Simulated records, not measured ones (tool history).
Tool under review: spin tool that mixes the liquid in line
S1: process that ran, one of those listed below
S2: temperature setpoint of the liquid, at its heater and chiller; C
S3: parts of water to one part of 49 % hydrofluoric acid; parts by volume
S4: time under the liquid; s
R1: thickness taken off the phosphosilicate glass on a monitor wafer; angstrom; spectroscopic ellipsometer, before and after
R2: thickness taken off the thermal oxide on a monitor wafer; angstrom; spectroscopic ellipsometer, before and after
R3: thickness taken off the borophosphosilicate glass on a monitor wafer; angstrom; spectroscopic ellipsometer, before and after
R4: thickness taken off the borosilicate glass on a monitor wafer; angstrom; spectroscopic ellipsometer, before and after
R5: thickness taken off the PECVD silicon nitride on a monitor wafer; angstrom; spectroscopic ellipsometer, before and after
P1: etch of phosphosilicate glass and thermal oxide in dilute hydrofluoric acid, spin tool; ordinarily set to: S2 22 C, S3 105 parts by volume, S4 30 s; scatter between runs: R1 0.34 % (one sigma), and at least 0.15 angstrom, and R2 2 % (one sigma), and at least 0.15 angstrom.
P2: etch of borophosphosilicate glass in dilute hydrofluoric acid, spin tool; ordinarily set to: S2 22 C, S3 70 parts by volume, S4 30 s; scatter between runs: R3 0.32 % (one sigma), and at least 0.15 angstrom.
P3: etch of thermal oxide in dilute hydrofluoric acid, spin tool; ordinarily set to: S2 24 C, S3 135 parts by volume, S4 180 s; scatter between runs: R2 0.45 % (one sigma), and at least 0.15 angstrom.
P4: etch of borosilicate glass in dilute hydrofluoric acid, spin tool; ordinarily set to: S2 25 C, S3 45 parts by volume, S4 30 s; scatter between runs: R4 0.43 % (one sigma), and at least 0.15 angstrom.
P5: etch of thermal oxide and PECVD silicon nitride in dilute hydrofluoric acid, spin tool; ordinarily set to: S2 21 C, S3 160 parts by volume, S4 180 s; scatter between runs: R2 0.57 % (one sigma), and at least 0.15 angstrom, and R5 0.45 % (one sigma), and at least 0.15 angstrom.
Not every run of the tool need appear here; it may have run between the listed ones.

run	hour	S1	S2	S3	S4	R1	R2	R3	R4	R5
1	4.8	P1	22	105	30	449.96	12.982			
2	8.9	P1	22	105	30	451.26	12.67			
3	12.4	P2	22	70	15			115.61		
4	17.7	P2	26.5	70	30			277.32		
5	21.7	P1	22	55	30	911.71	25.833			
6	27.4	P4	32	45	30				253.67	
7	30.3	P1	27	105	30	547.98	16.33			
8	33.2	P5	21	160	180		40.698			51.715
# hour 35.4: hydrofluoric acid flow meter replaced
9	37.1	P4	25	45	30				191.02	
10	42.8	P3	24	215	180		33.065			
11	46.2	P1	22	105	30	448.97	12.787			
12	50.6	P1	17	105	30	366.65	10.494			
13	55.2	P1	22	105	15	224.3	6.7319			
14	59.9	P5	21	30	180		253.04			265.72
15	63.2	P2	22	20	30			861.24		
16	67.2	P1	22	55	45	1361.5	38.557			
17	71.1	P2	22	70	30			232.29		
18	73.9	P3	24	135	265		85.458			
19	78.1	P4	25	75	30				111.12	
# hour 79.6: thermometer replaced
20	82.9	P1	22	105	30	450.2	12.8			
21	86.9	P1	22	160	30	277.91	7.6488			
22	91	P5	17	160	180		34.527			39.613
23	95.8	P4	25	45	50				319.77	
24	99.9	P3	30	135	180		72.895			
25	104.7	P1	22	105	50	750.56	21.13			
26	107.5	P3	24	135	180		58.215			
27	110.1	P1	22	105	30	450.15	13.348			
28	114.3	P5	21	160	35		7.7911			10.035
29	118.7	P4	25	45	30				193.22	
30	121.3	P1	22	105	30	448.97	12.64			
31	124.9	P1	22	105	30	437.98	12.788			
32	128.2	P1	22	105	30	432.14	12.106			
33	131.3	P1	22	105	30	430.52	12.115			
34	136	P1	22	105	30	425.33	11.932			
35	141.1	P1	22	105	30	422.64	12.037			
36	145.8	P1	22	105	30	421.85	12.123			
37	149.3	P1	22	105	30	420.19	11.539			
38	154.9	P1	22	105	30	417.46	12.126			

Compared with where it was, what P1 gives has crept away. Each cause listed below fits the log as well as the rest, at the size given for it:
A: liquid colder than its thermometer reads (K) = 1.69
B: hydrofluoric acid flow below the setpoint (%) = 5.89
Onset of the creep was near hour 121.3.

Listed below are the offered check runs, one wafer per run, with question marks in place of results. For which of them would the causes give clearly different outcomes?
check 1	160.5	P5	21	160	180		?			?
check 2	160.5	P3	24	135	180		?			
check 3	160.5	P4	25	45	30				?	
check 4	160.5	P2	22	70	30			?		

How each check would come out, cause by cause:
check	result	if A	if B
check 1	R2	37.879	37.712
check 1	R5	46.256	48.775
check 2	R2	54.501	54.246
check 3	R4	179.18	180.1
check 4	R3	215.83	216.71
Distance between the nearest two causes, measured in the result of the check that separates them most: check 1 5.3 %; check 2 0.47 %; check 3 0.51 %; check 4 0.41 %
The other checks would show nearly matching results whichever cause is true, so check 1 is the only one that separates the causes.

Check 1 was then run and gave: R2 37.9 angstrom; R5 48.738 angstrom. Which cause is it?

Of the candidate causes, it is B: hydrofluoric acid flow below the setpoint (%).
